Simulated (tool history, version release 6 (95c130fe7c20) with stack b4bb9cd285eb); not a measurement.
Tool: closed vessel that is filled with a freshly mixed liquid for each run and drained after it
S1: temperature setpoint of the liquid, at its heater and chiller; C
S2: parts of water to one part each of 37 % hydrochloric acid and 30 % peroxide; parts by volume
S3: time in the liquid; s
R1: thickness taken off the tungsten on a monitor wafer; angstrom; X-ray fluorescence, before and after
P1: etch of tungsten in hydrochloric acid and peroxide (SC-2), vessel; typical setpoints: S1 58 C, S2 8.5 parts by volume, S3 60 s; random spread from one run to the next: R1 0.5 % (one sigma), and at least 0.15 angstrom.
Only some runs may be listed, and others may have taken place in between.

run,hour,S1,S2,S3,R1
1,12.5,58,8.5,60,198.220
2,19.4,58,8.5,105,346.920
3,31.3,43,8.5,60,72.934
4,44.9,58,8.5,30,99.336
5,56.6,58,8.5,60,198.250
6,64.8,58,13.0,60,139.010
7,73.7,58,8.5,60,198.240
8,87.0,58,8.5,60,197.810
9,98.0,58,8.5,60,199.310
10,109.7,70,8.5,60,412.090

For run 11, what comes out?
11,123.1,58,8.5,60,?

{"run 11": {"R1": 200.69}}

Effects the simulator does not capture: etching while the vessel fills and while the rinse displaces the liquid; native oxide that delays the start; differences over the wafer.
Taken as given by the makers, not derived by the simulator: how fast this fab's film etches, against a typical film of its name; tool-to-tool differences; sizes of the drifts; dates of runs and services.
